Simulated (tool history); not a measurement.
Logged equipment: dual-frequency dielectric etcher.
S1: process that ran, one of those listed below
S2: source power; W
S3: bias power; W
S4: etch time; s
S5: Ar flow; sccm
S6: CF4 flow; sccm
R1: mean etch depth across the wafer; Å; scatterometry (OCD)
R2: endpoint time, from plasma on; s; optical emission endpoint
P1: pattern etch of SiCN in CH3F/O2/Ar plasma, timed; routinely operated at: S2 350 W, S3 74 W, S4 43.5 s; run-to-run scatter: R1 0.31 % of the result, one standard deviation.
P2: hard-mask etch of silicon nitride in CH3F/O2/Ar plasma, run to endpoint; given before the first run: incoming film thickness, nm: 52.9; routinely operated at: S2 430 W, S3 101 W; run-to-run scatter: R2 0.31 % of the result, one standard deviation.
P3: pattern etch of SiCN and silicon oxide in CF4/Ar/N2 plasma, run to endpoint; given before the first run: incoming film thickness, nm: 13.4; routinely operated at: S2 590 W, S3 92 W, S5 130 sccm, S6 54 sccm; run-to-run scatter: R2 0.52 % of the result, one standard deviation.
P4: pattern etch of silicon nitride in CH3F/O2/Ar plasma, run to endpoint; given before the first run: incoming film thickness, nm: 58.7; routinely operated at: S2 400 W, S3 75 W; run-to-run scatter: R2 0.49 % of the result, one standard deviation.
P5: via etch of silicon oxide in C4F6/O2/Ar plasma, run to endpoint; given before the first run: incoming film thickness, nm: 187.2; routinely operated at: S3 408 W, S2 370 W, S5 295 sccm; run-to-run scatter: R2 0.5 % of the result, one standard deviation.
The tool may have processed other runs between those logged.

Run 1, hour 13.5: S1 P1, S2 350 W, S3 74 W, S4 43.5 s. Result: R1 157.36 Å.
Run 2, hour 22.6: S1 P2, S2 610 W, S3 101 W. Result: R2 59.699 s.
Run 3, hour 32.6: S1 P1, S2 350 W, S3 95 W, S4 43.5 s. Result: R1 172.78 Å.
Run 4, hour 46.5: S1 P2, S2 430 W, S3 101 W. Result: R2 68.561 s.
Run 5, hour 55.5: S1 P3, S2 800 W, S3 92 W, S5 130 sccm, S6 54 sccm. Result: R2 9.4681 s.
Run 6, hour 66.6: S1 P4, S2 400 W, S3 104 W. Result: R2 73.138 s.
Run 7, hour 77.3: S1 P1, S2 350 W, S3 50 W, S4 43.5 s. Result: R1 137.37 Å.
Run 8, hour 86: S1 P2, S2 430 W, S3 101 W. Result: R2 68.277 s.
Run 9, hour 92.6: S1 P1, S2 350 W, S3 74 W, S4 31.5 s. Result: R1 113.62 Å.
Run 10, hour 101.7: S1 P5, S2 370 W, S3 408 W, S5 295 sccm. Result: R2 46.47 s.
Run 11, hour 115.8: S1 P4, S2 400 W, S3 75 W. Result: R2 82.291 s.
Run 12, hour 122.6: S1 P1, S2 270 W, S3 74 W, S4 59.5 s. Result: R1 194.71 Å.
Run 13, hour 136.3: S1 P2, S2 430 W, S3 62 W. Result: R2 80.643 s.
Run 14, hour 146.2: S1 P4, S2 400 W, S3 75 W. Result: R2 82.497 s.
Run 15, hour 158.8: S1 P1, S2 350 W, S3 74 W, S4 43.5 s. Result: R1 157.57 Å.
Run 16, hour 166.7: S1 P1, S2 350 W, S3 74 W, S4 43.5 s. Result: R1 157.15 Å.
Run 17, hour 177.6: S1 P1, S2 450 W, S3 74 W, S4 43.5 s. Result: R1 173.15 Å.
Run 18, hour 186.9: S1 P5, S2 370 W, S3 408 W, S5 295 sccm. Result: R2 46.489 s.
Run 19, hour 193.5: S1 P1, S2 350 W, S3 74 W, S4 43.5 s. Result: R1 157.72 Å.
Run 20, hour 204: S1 P3, S2 590 W, S3 56 W, S5 130 sccm, S6 54 sccm. Result: R2 14.72 s.
At hour 210.8: bias power generator calibrated.
Run 21, hour 216.8: S1 P4, S2 560 W, S3 75 W. Result: R2 72.475 s.
Run 22, hour 224.3: S1 P5, S2 370 W, S3 488 W, S5 295 sccm. Result: R2 43.769 s.
Run 23, hour 233.6: S1 P1, S2 350 W, S3 61 W, S4 62.5 s. Result: R1 210.5 Å.
Run 24, hour 245.7: S1 P1, S2 220 W, S3 74 W, S4 30.5 s. Result: R1 93.008 Å.
Run 25, hour 255.6: S1 P1, S2 350 W, S3 74 W, S4 43.5 s. Result: R1 157.71 Å.
Run 26, hour 267.3: S1 P5, S2 370 W, S3 408 W, S5 375 sccm. Result: R2 47.738 s.
Run 27, hour 278.2: S1 P3, S2 590 W, S3 92 W, S5 130 sccm, S6 75 sccm. Result: R2 11.789 s.
Run 28, hour 285.8: S1 P1, S2 350 W, S3 74 W, S4 43.5 s. Result: R1 156.51 Å.
Run 29, hour 299.9: S1 P1, S2 280 W, S3 74 W, S4 43.5 s. Result: R1 144.32 Å.
Run 30, hour 313.6: S1 P3, S2 590 W, S3 92 W, S5 130 sccm, S6 54 sccm. Result: R2 12.206 s.
Run 31, hour 321.6: S1 P1, S2 350 W, S3 74 W, S4 43.5 s. Result: R1 157.79 Å.
Run 32, hour 332.3: S1 P1, S2 350 W, S3 74 W, S4 57 s. Result: R1 205.81 Å.
Run 33, hour 345.6: S1 P3, S2 590 W, S3 92 W, S5 130 sccm, S6 54 sccm. Result: R2 12.226 s.
Run 34, hour 355.2: S1 P5, S2 500 W, S3 408 W, S5 295 sccm. Result: R2 41.694 s.
Run 35, hour 362.4: S1 P3, S2 590 W, S3 92 W, S5 157 sccm, S6 54 sccm. Result: R2 12.732 s.
Run 36, hour 375.9: S1 P1, S2 350 W, S3 74 W, S4 43.5 s. Result: R1 156.79 Å.
Run 37, hour 387.4: S1 P1, S2 350 W, S3 74 W, S4 43.5 s. Result: R1 158.01 Å.
Run 38, hour 397.1: S1 P1, S2 350 W, S3 74 W, S4 43.5 s. Result: R1 158.53 Å.
Run 39, hour 406.4: S1 P1, S2 350 W, S3 74 W, S4 43.5 s. Result: R1 159.51 Å.
Run 40, hour 416: S1 P1, S2 350 W, S3 74 W, S4 43.5 s. Result: R1 158.83 Å.
At hour 424.6: wet clean of the chamber.
Run 41, hour 429.1: S1 P1, S2 350 W, S3 74 W, S4 43.5 s. Result: R1 159.36 Å.
Run 42, hour 441.3: S1 P1, S2 350 W, S3 74 W, S4 43.5 s. Result: R1 160.21 Å.
Run 43, hour 453: S1 P1, S2 350 W, S3 74 W, S4 43.5 s. Result: R1 160.34 Å.

Something has made what P1 gives creep away from where it was; the 2 causes below, each at its own stated size, fit the log equally well:
A: bias power that arrives over what is set, % = 4.45
B: source power that arrives over what is set, % = 4.28
Onset of the creep was near hour 375.9.
Excluded causes, each with its reason:
chamber walls in a state that raises the etch rate, %: work on it at hour 424.6, done after the drift set in, did not restore what the process gave before

Which of the check runs below tells the causes apart, meaning the causes would give it clearly different results? Each run uses 3 wafers whose results are averaged, and each result is shown as a question mark.
Run check 1, hour 464.7: S1 P3, S2 590 W, S3 58 W, S5 130 sccm, S6 74 sccm. Result: R2 ?.
Run check 2, hour 464.7: S1 P5, S2 470 W, S3 408 W, S5 295 sccm. Result: R2 ?.
Run check 3, hour 464.7: S1 P4, S2 550 W, S3 75 W. Result: R2 ?.
Run check 4, hour 464.7: S1 P2, S2 510 W, S3 77 W. Result: R2 ?.

What each check would give under each cause:
  check  result    if A    if B
check 1      R2  13.503  13.197
check 2      R2  41.927  41.929
check 3      R2  71.929   71.84
check 4      R2  69.368  69.299
Distance between the nearest two causes, measured in the result of the check that separates them most: check 1 2.29 %; check 2 0.01 %; check 3 0.12 %; check 4 0.1 %
Of the check runs offered, only check 1 discriminates between the causes; the rest would read about the same regardless of which cause applies.

Running check 1 produced the following: R2 13.193 s. Which one of the listed causes fits?

The cause is B: source power that arrives over what is set, %.
